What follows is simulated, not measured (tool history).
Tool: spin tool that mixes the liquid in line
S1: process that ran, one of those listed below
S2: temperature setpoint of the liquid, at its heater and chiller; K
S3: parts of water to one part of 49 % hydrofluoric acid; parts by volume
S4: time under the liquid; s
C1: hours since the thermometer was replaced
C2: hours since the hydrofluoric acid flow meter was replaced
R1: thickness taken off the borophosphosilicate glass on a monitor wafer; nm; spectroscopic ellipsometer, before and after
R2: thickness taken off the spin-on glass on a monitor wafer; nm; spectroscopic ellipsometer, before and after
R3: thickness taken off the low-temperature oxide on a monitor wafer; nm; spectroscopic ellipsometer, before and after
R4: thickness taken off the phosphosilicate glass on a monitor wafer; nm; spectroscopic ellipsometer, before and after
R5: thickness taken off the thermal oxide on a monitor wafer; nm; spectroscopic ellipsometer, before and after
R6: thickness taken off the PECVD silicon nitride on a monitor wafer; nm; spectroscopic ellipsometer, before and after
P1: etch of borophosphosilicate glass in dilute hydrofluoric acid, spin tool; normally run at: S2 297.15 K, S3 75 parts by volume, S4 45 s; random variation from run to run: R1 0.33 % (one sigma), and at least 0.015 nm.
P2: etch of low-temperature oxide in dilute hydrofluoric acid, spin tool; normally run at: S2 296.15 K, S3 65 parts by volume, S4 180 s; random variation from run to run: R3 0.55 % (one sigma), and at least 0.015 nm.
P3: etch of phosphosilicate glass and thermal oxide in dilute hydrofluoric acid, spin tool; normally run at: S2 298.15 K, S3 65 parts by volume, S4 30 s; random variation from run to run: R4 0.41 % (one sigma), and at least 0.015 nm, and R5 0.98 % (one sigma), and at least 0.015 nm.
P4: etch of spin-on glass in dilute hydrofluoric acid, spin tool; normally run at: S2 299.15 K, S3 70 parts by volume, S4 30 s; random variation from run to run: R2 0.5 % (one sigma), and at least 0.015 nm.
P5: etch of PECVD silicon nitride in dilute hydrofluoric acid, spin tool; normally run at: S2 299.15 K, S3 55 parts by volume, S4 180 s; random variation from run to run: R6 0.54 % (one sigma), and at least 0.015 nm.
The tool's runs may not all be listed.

| run | hour | S1 | S2 | S3 | S4 | C1 | C2 | R1 | R2 | R3 | R4 | R5 | R6 |
|---|---|---|---|---|---|---|---|---|---|---|---|---|---|
| 1 | 11.4 | P1 | 297.15 | 75 | 45 | 525.3 | 1613.7 | 41.188 |  |  |  |  |  |
| 2 | 18.9 | P4 | 304.15 | 70 | 30 | 532.8 | 1621.2 |  | 31.943 |  |  |  |  |
| 3 | 31.6 | P2 | 296.15 | 95 | 180 | 545.5 | 1633.9 |  |  | 22.881 |  |  |  |
| 4 | 39.1 | P4 | 299.15 | 70 | 30 | 553 | 1641.4 |  | 25.98 |  |  |  |  |
| 5 | 49.6 | P3 | 298.15 | 105 | 30 | 563.5 | 1651.9 |  |  |  | 31.858 | 1.4316 |  |
| 6 | 61.6 | P1 | 297.15 | 75 | 45 | 575.5 | 1663.9 | 41.019 |  |  |  |  |  |
| 7 | 74.6 | P3 | 298.15 | 65 | 30 | 588.5 | 1676.9 |  |  |  | 54.204 | 2.4152 |  |
| 8 | 87.2 | P4 | 299.15 | 70 | 50 | 601.1 | 1689.5 |  | 43.744 |  |  |  |  |
| 9 | 97.4 | P5 | 292.15 | 55 | 180 | 611.3 | 1699.7 |  |  |  |  |  | 4.8932 |
| 10 | 108.3 | P1 | 297.15 | 75 | 85 | 622.2 | 1710.6 | 77.869 |  |  |  |  |  |
| 11 | 117 | P2 | 296.15 | 65 | 260 | 630.9 | 1719.3 |  |  | 50.058 |  |  |  |
| 12 | 124.8 | P2 | 296.15 | 65 | 180 | 638.7 | 1727.1 |  |  | 34.874 |  |  |  |
| 13 | 136.9 | P1 | 297.15 | 75 | 45 | 650.8 | 1739.2 | 41.304 |  |  |  |  |  |
| 14 | 144.1 | P3 | 298.15 | 65 | 55 | 658 | 1746.4 |  |  |  | 98.782 | 4.4502 |  |
| 15 | 150.8 | P4 | 299.15 | 105 | 30 | 664.7 | 1753.1 |  | 16.556 |  |  |  |  |
| 16 | 161.4 | P1 | 302.15 | 20 | 45 | 675.3 | 1763.7 | 204.44 |  |  |  |  |  |
| 17 | 168.4 | P1 | 297.15 | 75 | 45 | 682.3 | 1770.7 | 41.22 |  |  |  |  |  |
| 18 | 179.2 | P3 | 290.65 | 65 | 30 | 693.1 | 1781.5 |  |  |  | 39.718 | 1.7705 |  |
| 19 | 191.8 | P1 | 297.15 | 75 | 45 | 705.7 | 1794.1 | 41.436 |  |  |  |  |  |
| 20 | 203.5 | P5 | 299.15 | 55 | 180 | 717.4 | 1805.8 |  |  |  |  |  | 7.8961 |
| 21 | 215.9 | P1 | 303.65 | 75 | 45 | 729.8 | 1818.2 | 53.534 |  |  |  |  |  |
| 22 | 227.4 | P3 | 298.15 | 65 | 30 | 741.3 | 1829.7 |  |  |  | 54.724 | 2.4431 |  |
| 23 | 237 | P2 | 296.15 | 65 | 180 | 750.9 | 1839.3 |  |  | 34.999 |  |  |  |
| 24 | 244.8 | P1 | 303.65 | 75 | 15 | 758.7 | 1847.1 | 17.671 |  |  |  |  |  |
| 25 | 257.8 | P2 | 300.15 | 65 | 180 | 771.7 | 1860.1 |  |  | 40.871 |  |  |  |
| 26 | 264.6 | P1 | 297.15 | 30 | 45 | 778.5 | 1866.9 | 109.47 |  |  |  |  |  |
| 27 | 277.6 | P1 | 297.15 | 75 | 15 | 791.5 | 1879.9 | 13.74 |  |  |  |  |  |
| 28 | 285.3 | P1 | 292.65 | 75 | 45 | 799.2 | 1887.6 | 34.438 |  |  |  |  |  |
| 29 | 298 | P5 | 299.15 | 105 | 180 | 811.9 | 1900.3 |  |  |  |  |  | 4.1725 |
| 30 | 308.3 | P5 | 299.15 | 55 | 15 | 822.2 | 1910.6 |  |  |  |  |  | 0.65033 |
| 31 | 319.2 | P1 | 297.15 | 110 | 45 | 833.1 | 1921.5 | 26.899 |  |  |  |  |  |
| 32 | 327.7 | P5 | 299.15 | 55 | 180 | 841.6 | 1930 |  |  |  |  |  | 7.8423 |
| 33 | 337 | P1 | 297.15 | 75 | 45 | 850.9 | 1939.3 | 41.401 |  |  |  |  |  |
| 34 | 343.4 | P1 | 297.15 | 75 | 45 | 857.3 | 1945.7 | 41.1 |  |  |  |  |  |
| 35 | 356.3 | P1 | 297.15 | 75 | 45 | 870.2 | 1958.6 | 41.238 |  |  |  |  |  |
| 36 | 362.9 | P1 | 297.15 | 75 | 45 | 876.8 | 1965.2 | 42.384 |  |  |  |  |  |
| 37 | 374.1 | P1 | 297.15 | 75 | 45 | 888 | 1976.4 | 43.45 |  |  |  |  |  |
| 38 | 380.3 | P1 | 297.15 | 75 | 45 | 894.2 | 1982.6 | 43.86 |  |  |  |  |  |
| 39 | 393.5 | P1 | 297.15 | 75 | 45 | 907.4 | 1995.8 | 44.389 |  |  |  |  |  |
| 40 | 404.6 | P1 | 297.15 | 75 | 45 | 918.5 | 2006.9 | 44.88 |  |  |  |  |  |
| 41 | 411.8 | P1 | 297.15 | 75 | 45 | 925.7 | 2014.1 | 45.138 |  |  |  |  |  |
| 42 | 424.2 | P1 | 297.15 | 75 | 45 | 938.1 | 2026.5 | 45.064 |  |  |  |  |  |
| 43 | 431.1 | P1 | 297.15 | 75 | 45 | 945 | 2033.4 | 45.243 |  |  |  |  |  |

What P1 gives has crept away from where it was. These 2 causes fit the log equally well, each at the size given:
A: liquid hotter than its thermometer reads (K) = 2.18
B: hydrofluoric acid flow above the setpoint (%) = 8.3
The creep began at about hour 356.3.

4 check runs are offered, one wafer each, their results left as question marks. Which one tells the causes apart?
| check 1 | 438 | P2 | 296.15 | 65 | 180 |  |  |  |  | ? |  |  |  |
| check 2 | 438 | P5 | 299.15 | 55 | 180 |  |  |  |  |  |  |  | ? |
| check 3 | 438 | P4 | 299.15 | 70 | 30 |  |  |  | ? |  |  |  |  |
| check 4 | 438 | P3 | 298.15 | 65 | 30 |  |  |  |  |  | ? | ? |  |

What each check would give under each cause:
| check | result | if A | if B |
|---|---|---|---|
| check 1 | R3 | 37.983 | 37.886 |
| check 2 | R6 | 9.0811 | 8.5113 |
| check 3 | R2 | 28.424 | 28.449 |
| check 4 | R4 | 59.272 | 59.225 |
| check 4 | R5 | 2.6518 | 2.6498 |
How far apart the two closest causes lie, in the result that separates them most: check 1 0.26 %; check 2 6.48 %; check 3 0.09 %; check 4 0.08 %
Only check 2 tells the causes apart: in the others they would give nearly the same result.

Then check 2 was run and gave: R6 8.5173 nm. Which cause is it?

It is B: hydrofluoric acid flow above the setpoint (%).

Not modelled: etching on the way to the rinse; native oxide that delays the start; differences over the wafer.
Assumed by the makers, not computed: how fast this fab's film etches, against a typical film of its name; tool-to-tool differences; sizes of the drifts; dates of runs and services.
